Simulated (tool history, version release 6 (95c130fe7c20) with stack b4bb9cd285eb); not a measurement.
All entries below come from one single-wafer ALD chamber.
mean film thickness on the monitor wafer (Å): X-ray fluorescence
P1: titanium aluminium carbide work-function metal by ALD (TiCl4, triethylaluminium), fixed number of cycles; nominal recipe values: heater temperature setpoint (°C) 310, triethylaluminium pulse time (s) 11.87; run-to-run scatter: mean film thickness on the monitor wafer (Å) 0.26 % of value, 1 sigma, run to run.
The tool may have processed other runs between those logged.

run   hour  heater temperature setpoint (°C)  triethylaluminium pulse time (s)  hours since the last thermocouple change  hours since the last triethylaluminium bottle change  mean film thickness on the monitor wafer (Å)
  1    4.9                               310                             11.87                                    1349.7                                                 187.2                                        21.278
  2   14.7                               320                             15.25                                    1359.5                                                   197                                        22.479
      15.7  -- thermocouple changed; heater temperature recalibrated
  3   24.4                               310                             11.87                                       8.7                                                 206.7                                        21.258
  4   34.8                               310                              5.96                                      19.1                                                 217.1                                        18.796
  5   45.2                               310                             11.87                                      29.5                                                 227.5                                        21.227
  6   50.2                               310                             11.87                                      34.5                                                 232.5                                        21.243
  7   54.9                               294                             11.87                                      39.2                                                 237.2                                        19.722
  8   61.9                               310                             11.87                                      46.2                                                 244.2                                         21.25
  9   67.5                               310                             11.87                                      51.8                                                 249.8                                         21.31
 10   77.2                               328                              8.05                                      61.5                                                 259.5                                        21.707
 11   86.3                               332                             11.87                                      70.6                                                 268.6                                        23.254
 12     95                               310                             19.51                                      79.3                                                 277.3                                        21.685
 13  101.4                               310                             11.87                                      85.7                                                 283.7                                        21.235
 14    110                               310                             11.87                                      94.3                                                 292.3                                        21.157
 15  117.4                               310                             11.87                                     101.7                                                 299.7                                        21.066
 16  123.7                               310                             11.87                                       108                                                   306                                        20.936
 17  128.8                               310                             11.87                                     113.1                                                 311.1                                        20.989
 18  134.3                               310                             11.87                                     118.6                                                 316.6                                        21.036
 19    139                               310                             11.87                                     123.3                                                 321.3                                        20.976
 20  144.4                               310                             11.87                                     128.7                                                 326.7                                        21.005
 21    153                               310                             11.87                                     137.3                                                 335.3                                         20.99
 22  158.5                               310                             11.87                                     142.8                                                 340.8                                        20.936
 23  163.5                               310                             11.87                                     147.8                                                 345.8                                        21.038
 24  172.2                               310                             11.87                                     156.5                                                 354.5                                        20.971

Compared with where it was, what P1 gives has crept away. Each cause listed below fits the log as well as the rest, at the size given for it:
A: wafer temperature below the value expected at the setpoint (K) = 3.51
B: triethylaluminium dose below that of a fresh bottle (%) = 15.2
The gradual shift began around hour 101.4.

Of the 4 check runs listed below, each run on one wafer and each result written as a question mark, which would let you distinguish the listed causes because they would give clearly different results?
check 1  180.9                               310                              6.03                                                                                                                                             ?
check 2  180.9                               326                             11.87                                                                                                                                             ?
check 3  180.9                               296                             11.87                                                                                                                                             ?
check 4  180.9                               330                             11.87                                                                                                                                             ?

Check results expected under each cause:
  check                                        result    if A    if B
check 1  mean film thickness on the monitor wafer (Å)  18.624  17.899
check 2  mean film thickness on the monitor wafer (Å)  22.362  22.346
check 3  mean film thickness on the monitor wafer (Å)  19.693  19.709
check 4  mean film thickness on the monitor wafer (Å)  22.722  22.701
Per check, the gap between the least separated pair of causes, taken in the result that splits them most: check 1 3.98 %; check 2 0.07 %; check 3 0.08 %; check 4 0.09 %
Check 1 is the one run that separates the causes; every other check would come out nearly the same whichever cause is at work.

Then check 1 was run and gave: mean film thickness on the monitor wafer (Å) 17.896. Which cause is it?

The cause is B: triethylaluminium dose below that of a fresh bottle (%).
